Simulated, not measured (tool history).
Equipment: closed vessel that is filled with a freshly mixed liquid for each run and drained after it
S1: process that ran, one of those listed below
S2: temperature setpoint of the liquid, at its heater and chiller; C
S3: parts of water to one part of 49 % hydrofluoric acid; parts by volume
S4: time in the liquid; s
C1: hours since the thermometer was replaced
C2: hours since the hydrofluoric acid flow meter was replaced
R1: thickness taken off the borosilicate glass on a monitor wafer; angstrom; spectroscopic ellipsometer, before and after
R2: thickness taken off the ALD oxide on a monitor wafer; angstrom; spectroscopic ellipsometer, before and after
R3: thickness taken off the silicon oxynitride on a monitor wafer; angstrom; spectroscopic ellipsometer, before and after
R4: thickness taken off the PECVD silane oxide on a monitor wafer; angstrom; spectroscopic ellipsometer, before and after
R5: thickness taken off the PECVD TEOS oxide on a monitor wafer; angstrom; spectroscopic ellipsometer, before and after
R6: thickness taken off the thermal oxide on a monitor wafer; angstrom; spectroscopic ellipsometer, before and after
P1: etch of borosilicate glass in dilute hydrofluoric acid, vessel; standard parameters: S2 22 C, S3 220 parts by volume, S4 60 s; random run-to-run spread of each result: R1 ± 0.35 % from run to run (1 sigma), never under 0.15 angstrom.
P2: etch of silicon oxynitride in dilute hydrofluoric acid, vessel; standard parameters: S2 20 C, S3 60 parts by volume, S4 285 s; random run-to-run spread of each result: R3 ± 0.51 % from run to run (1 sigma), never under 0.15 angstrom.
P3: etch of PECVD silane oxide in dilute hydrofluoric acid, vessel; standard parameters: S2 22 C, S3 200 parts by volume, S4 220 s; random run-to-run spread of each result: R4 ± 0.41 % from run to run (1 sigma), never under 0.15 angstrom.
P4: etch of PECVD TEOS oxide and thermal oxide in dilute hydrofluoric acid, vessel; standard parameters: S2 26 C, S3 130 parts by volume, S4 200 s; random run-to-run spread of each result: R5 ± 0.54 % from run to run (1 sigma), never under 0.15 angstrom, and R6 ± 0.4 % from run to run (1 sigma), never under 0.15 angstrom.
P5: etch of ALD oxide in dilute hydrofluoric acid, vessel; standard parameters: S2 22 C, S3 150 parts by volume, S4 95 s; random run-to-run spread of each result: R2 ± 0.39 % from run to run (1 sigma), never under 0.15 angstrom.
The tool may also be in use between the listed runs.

run 1 hour=10.2 | S1=P1 S2=22 S3=220 S4=60 | C1=676 C2=1124.8 | R1=83.97
run 2 hour=23.5 | S1=P5 S2=22 S3=150 S4=95 | C1=689.3 C2=1138.1 | R2=97.046
run 3 hour=32.7 | S1=P2 S2=20 S3=60 S4=285 | C1=698.5 C2=1147.3 | R3=154.74
run 4 hour=49.1 | S1=P1 S2=22 S3=220 S4=60 | C1=714.9 C2=1163.7 | R1=84.011
run 5 hour=59.9 | S1=P3 S2=22 S3=200 S4=220 | C1=725.7 C2=1174.5 | R4=148.62
run 6 hour=73.9 | S1=P4 S2=26 S3=130 S4=200 | C1=739.7 C2=1188.5 | R5=201.2 R6=80.711
run 7 hour=85.8 | S1=P5 S2=18 S3=150 S4=95 | C1=751.6 C2=1200.4 | R2=83.465
run 8 hour=98.2 | S1=P1 S2=22 S3=80 S4=60 | C1=764 C2=1212.8 | R1=269.33
run 9 hour=115.9 | S1=P4 S2=26 S3=130 S4=370 | C1=781.7 C2=1230.5 | R5=370.86 R6=148.34
run 10 hour=128 | S1=P5 S2=22 S3=90 S4=95 | C1=793.8 C2=1242.6 | R2=174.64
run 11 hour=146.3 | S1=P1 S2=29 S3=220 S4=60 | C1=812.1 C2=1260.9 | R1=107.33
run 12 hour=159.8 | S1=P1 S2=22 S3=350 S4=60 | C1=825.6 C2=1274.4 | R1=46.387
run 13 hour=169.2 | S1=P2 S2=28 S3=60 S4=285 | C1=835 C2=1283.8 | R3=229.19
run 14 hour=183.3 | S1=P3 S2=22 S3=200 S4=330 | C1=849.1 C2=1297.9 | R4=224.99
run 15 hour=200.9 | S1=P5 S2=22 S3=150 S4=95 | C1=866.7 C2=1315.5 | R2=96.838
run 16 hour=217.5 | S1=P1 S2=22 S3=220 S4=60 | C1=883.3 C2=1332.1 | R1=84.369
run 17 hour=226.2 | S1=P4 S2=26 S3=45 S4=200 | C1=892 C2=1340.8 | R5=644.47 R6=258.67
run 18 hour=243.7 | S1=P5 S2=22 S3=150 S4=155 | C1=909.5 C2=1358.3 | R2=158.17
run 19 hour=257.1 | S1=P1 S2=17 S3=220 S4=60 | C1=922.9 C2=1371.7 | R1=69.481
run 20 hour=267.2 | S1=P2 S2=20 S3=60 S4=40 | C1=933 C2=1381.8 | R3=21.784
run 21 hour=280.6 | S1=P1 S2=22 S3=375 S4=80 | C1=946.4 C2=1395.2 | R1=56.866
run 22 hour=297.5 | S1=P3 S2=22 S3=200 S4=220 | C1=963.3 C2=1412.1 | R4=148.83
run 23 hour=314.1 | S1=P3 S2=22 S3=320 S4=220 | C1=979.9 C2=1428.7 | R4=82.231
run 24 hour=328.3 | S1=P2 S2=20 S3=60 S4=285 | C1=994.1 C2=1442.9 | R3=156.41

Estimate the outcome of run 25 from the log above:
run 25 hour=338.9 | S1=P1 S2=22 S3=220 S4=30 | C1=1004.7 C2=1453.5 | R1=?

R1: 41.981 angstrom
